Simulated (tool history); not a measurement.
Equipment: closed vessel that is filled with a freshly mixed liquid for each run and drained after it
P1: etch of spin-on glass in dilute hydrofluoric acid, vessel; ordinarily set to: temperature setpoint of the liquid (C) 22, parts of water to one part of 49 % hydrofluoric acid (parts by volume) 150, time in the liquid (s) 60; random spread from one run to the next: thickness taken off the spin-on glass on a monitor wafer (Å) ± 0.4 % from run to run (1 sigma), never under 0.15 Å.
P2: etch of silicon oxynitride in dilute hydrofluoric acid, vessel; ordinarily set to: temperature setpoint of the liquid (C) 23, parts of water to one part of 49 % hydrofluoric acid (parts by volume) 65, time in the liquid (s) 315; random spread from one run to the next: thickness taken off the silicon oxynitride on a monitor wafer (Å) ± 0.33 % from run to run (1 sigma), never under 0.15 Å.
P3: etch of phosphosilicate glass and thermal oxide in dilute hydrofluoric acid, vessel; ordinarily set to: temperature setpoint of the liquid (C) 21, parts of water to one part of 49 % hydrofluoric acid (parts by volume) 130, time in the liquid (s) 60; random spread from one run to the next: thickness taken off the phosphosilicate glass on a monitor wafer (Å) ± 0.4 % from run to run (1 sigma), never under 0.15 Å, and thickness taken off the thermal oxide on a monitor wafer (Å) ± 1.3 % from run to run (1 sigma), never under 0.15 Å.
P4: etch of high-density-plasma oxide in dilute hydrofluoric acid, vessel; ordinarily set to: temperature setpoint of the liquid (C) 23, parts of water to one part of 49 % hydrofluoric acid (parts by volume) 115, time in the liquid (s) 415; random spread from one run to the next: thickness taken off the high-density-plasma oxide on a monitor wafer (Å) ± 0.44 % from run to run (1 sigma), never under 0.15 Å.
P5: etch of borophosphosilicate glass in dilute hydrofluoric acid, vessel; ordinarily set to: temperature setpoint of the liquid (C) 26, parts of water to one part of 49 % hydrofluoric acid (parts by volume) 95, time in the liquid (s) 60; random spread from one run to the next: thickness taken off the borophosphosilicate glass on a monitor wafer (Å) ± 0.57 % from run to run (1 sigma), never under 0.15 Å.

run	hour	process that ran	temperature setpoint of the liquid (C)	parts of water to one part of 49 % hydrofluoric acid (parts by volume)	time in the liquid (s)	hours since the thermometer was replaced	hours since the hydrofluoric acid flow meter was replaced	thickness taken off the spin-on glass on a monitor wafer (Å)	thickness taken off the borophosphosilicate glass on a monitor wafer (Å)	thickness taken off the silicon oxynitride on a monitor wafer (Å)	thickness taken off the high-density-plasma oxide on a monitor wafer (Å)	thickness taken off the phosphosilicate glass on a monitor wafer (Å)	thickness taken off the thermal oxide on a monitor wafer (Å)
1	3.5	P1	22	150	60	729.3	292.7	247.88					
2	9.8	P5	26	95	60	735.6	299		354.4				
3	16.5	P1	22	150	60	742.3	305.7	246.79					
4	22.4	P2	23	25	315	748.2	311.6			494.02			
5	27.8	P1	28.5	45	60	753.6	317	1211.9					
6	31.5	P4	23	115	415	757.3	320.7				170		
7	36	P1	22	25	60	761.8	325.2	1715.8					
8	43.6	P2	23	65	315	769.4	332.8			185.19			
9	50.5	P1	22	150	115	776.3	339.7	469.26					
10	55.4	P5	33	95	60	781.2	344.6		457.36				
11	63.1	P1	22	150	30	788.9	352.3	122.55					
12	67.4	P2	23	65	620	793.2	356.6			366.63			
13	72.1	P1	22	150	60	797.9	361.3	246.76					
14	78	P3	21	130	30	803.8	367.2					389.47	9.8018
15	82.8	P1	18.5	150	60	808.6	372	215.18					
16	88.1	P3	27	130	60	813.9	377.3					991.66	24.153
17	93	P4	23	115	680	818.8	382.2				279.71		
18	98.3	P1	22	150	60	824.1	387.5	246.76					
19	103.8	P3	21	130	60	829.6	393					780.9	19.293
20	107.5	P5	26	135	60	833.3	396.7		237.56				
21	112.3	P3	21	180	60	838.1	401.5					534.32	13.62
22	118.9	P1	29.5	150	60	844.7	408.1	326.77					
23	126.2	P2	17	65	315	852	415.4			137.32			
24	132.4	P1	17	150	35	858.2	421.6	116.98					
25	138.5	P1	22	150	60	864.3	427.7	245.98					
26	143	P2	23	65	315	868.8	432.2			184.63			
27	147.9	P5	26	95	30	873.7	437.1		175.53				
28	154.9	P4	23	115	415	880.7	444.1				169.76		
29	160.7	P4	23	190	415	886.5	449.9				94.013		
30	164.7	P4	17	115	415	890.5	453.9				134.03		
31	169.9	P1	22	150	60	895.7	459.1	244.85					
32	175.3	P1	22	245	60	901.1	464.5	137.08					
33	181.2	P1	22	150	60	907	470.4	244.54					
34	187.6	P1	22	150	60	913.4	476.8	251.31					
35	193.1	P1	22	150	60	918.9	482.3	256.51					
36	198.9	P1	22	150	60	924.7	488.1	258.83					
37	204.6	P1	22	150	60	930.4	493.8	260.89					
38	211.3	P1	22	150	60	937.1	500.5	263.65					
39	218.5	P1	22	150	60	944.3	507.7	262.99					
40	223.3	P1	22	150	60	949.1	512.5	262.52					
41	231	P1	22	150	60	956.8	520.2	265.43					
42	237.6	P1	22	150	60	963.4	526.8	265.04					
43	244.3	P1	22	150	60	970.1	533.5	265.47					
44	251.7	P1	22	150	60	977.5	540.9	264.48					

The log shows P1 creeping away from where it was. Any of the 2 causes listed here, at the size stated for it, fits the log just as well as the others:
A: hydrofluoric acid flow above the setpoint (%) = 6.55
B: liquid hotter than its thermometer reads (K) = 1.91
Onset of the creep was near hour 181.2.

4 check runs are offered, one wafer each, their results left as question marks. Which one tells the causes apart?
check 1	259.1	P2	17	25	315					?			
check 2	259.1	P4	23	165	415						?		
check 3	259.1	P5	32.5	95	60				?				
check 4	259.1	P3	26	130	60							?	?

Check results expected under each cause:
check	result	if A	if B
check 1	thickness taken off the silicon oxynitride on a monitor wafer (Å)	389.7	403.65
check 2	thickness taken off the high-density-plasma oxide on a monitor wafer (Å)	120.94	120.66
check 3	thickness taken off the borophosphosilicate glass on a monitor wafer (Å)	484.95	483.67
check 4	thickness taken off the phosphosilicate glass on a monitor wafer (Å)	1021.8	1020.4
check 4	thickness taken off the thermal oxide on a monitor wafer (Å)	25.35	25.315
Smallest distance between any two causes, each pair judged by its most separating result, in per cent: check 1 3.52 %; check 2 0.23 %; check 3 0.26 %; check 4 0.14 %
Only check 1 tells the causes apart: in the others they would give nearly the same result.

Running check 1 produced the following: thickness taken off the silicon oxynitride on a monitor wafer (Å) 389.64. Which one of the listed causes fits?

A is the cause: hydrofluoric acid flow above the setpoint (%).

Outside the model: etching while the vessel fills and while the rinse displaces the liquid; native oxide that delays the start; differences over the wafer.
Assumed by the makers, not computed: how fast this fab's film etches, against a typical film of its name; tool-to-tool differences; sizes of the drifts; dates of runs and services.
